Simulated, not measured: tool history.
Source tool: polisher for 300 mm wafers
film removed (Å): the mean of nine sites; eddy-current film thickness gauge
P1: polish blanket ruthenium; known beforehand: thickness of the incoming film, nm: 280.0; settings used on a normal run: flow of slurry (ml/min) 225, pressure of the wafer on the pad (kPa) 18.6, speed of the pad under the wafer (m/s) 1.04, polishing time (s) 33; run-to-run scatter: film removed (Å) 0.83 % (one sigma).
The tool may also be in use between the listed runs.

run    day  flow of slurry (ml/min)  pressure of the wafer on the pad (kPa)  speed of the pad under the wafer (m/s)  polishing time (s)  film removed (Å)
  1  0.350                      225                                    18.6                                    1.04                  33            469.50
  2  0.579                      225                                    18.6                                    1.46                  33            660.03
  3  1.025                      225                                    26.9                                    1.04                  33            676.87
  4  1.429                      225                                     9.0                                    0.68                  33            149.54
  5  1.833                      225                                    18.6                                    1.04                  33            462.52
     2.162  -- head pressure recalibrated
  6  2.262                      295                                    18.6                                    1.04                  33            492.10
  7  2.600                      225                                    18.6                                    1.04                  33            463.30
     2.754  -- worn pad replaced by a new one
  8  2.967                      225                                    12.4                                    1.04                  33            312.92
  9  3.212                      225                                    18.6                                    0.50                  33            224.46
 10  3.454                      225                                    18.6                                    1.04                  33            475.22
 11  3.725                      135                                    18.6                                    1.04                  33            435.15
 12  4.121                      225                                    18.6                                    1.04                  33            468.00
 13  4.342                      225                                    18.6                                    1.04                  22            314.66
 14  4.600                      225                                    18.6                                    1.04                  47            668.40
 15  5.050                      150                                    27.6                                    1.04                  33            654.76
 16  5.396                      225                                    18.6                                    1.04                  33            471.60
 17  5.654                      225                                    18.6                                    1.04                  33            470.28
 18  6.071                      225                                    18.6                                    1.04                  33            454.98
 19  6.429                      225                                    18.6                                    1.04                  33            447.33
 20  6.646                      225                                    18.6                                    1.04                  33            445.17
 21  7.083                      225                                    18.6                                    1.04                  33            441.02
 22  7.333                      225                                    18.6                                    1.04                  33            444.01
     7.508  -- worn pad replaced by a new one
 23  7.621                      225                                    18.6                                    1.04                  33            438.92
 24  8.004                      225                                    18.6                                    1.04                  33            440.85
 25  8.283                      225                                    18.6                                    1.04                  33            435.58
 26  8.721                      225                                    18.6                                    1.04                  33            443.99
 27  9.017                      225                                    18.6                                    1.04                  33            441.01

What P1 gives has crept away from where it was. These 2 causes fit the log equally well, each at the size given:
A: head's pressure below its setpoint, % = 6.5
B: slurry flow missing at the pad, % = 36.9
The process output started creeping at around day 5.396.
Ruled out, with reasons:
removal rate lost through wear of the pad, %: serviced at day 7.508, after the drift had started, without restoring the earlier output

Consider the 4 check runs below, whose results appear as question marks and each of which averages 3 wafers. Which one distinguishes the causes, in that each cause would give it a clearly different result?
check 1  9.312                      135                                    18.6                                    1.42                  33                 ?
check 2  9.312                      225                                    15.2                                    1.04                  33                 ?
check 3  9.312                      225                                    18.6                                    0.68                  33                 ?
check 4  9.312                      225                                    24.8                                    0.52                  33                 ?

What each check would give under each cause:
  check            result    if A    if B
check 1  film removed (Å)  554.84  532.99
check 2  film removed (Å)  357.48  357.42
check 3  film removed (Å)  286.86  286.81
check 4  film removed (Å)  292.48  292.44
Smallest distance between any two causes, each pair judged by its most separating result, in per cent: check 1 4.02 %; check 2 0.02 %; check 3 0.02 %; check 4 0.02 %
Check 1 is the one run that separates the causes; every other check would come out nearly the same whichever cause is at work.

Check 1 was then run and gave: film removed (Å) 554.72. Which cause is it?

It was cause A: head's pressure below its setpoint, %.
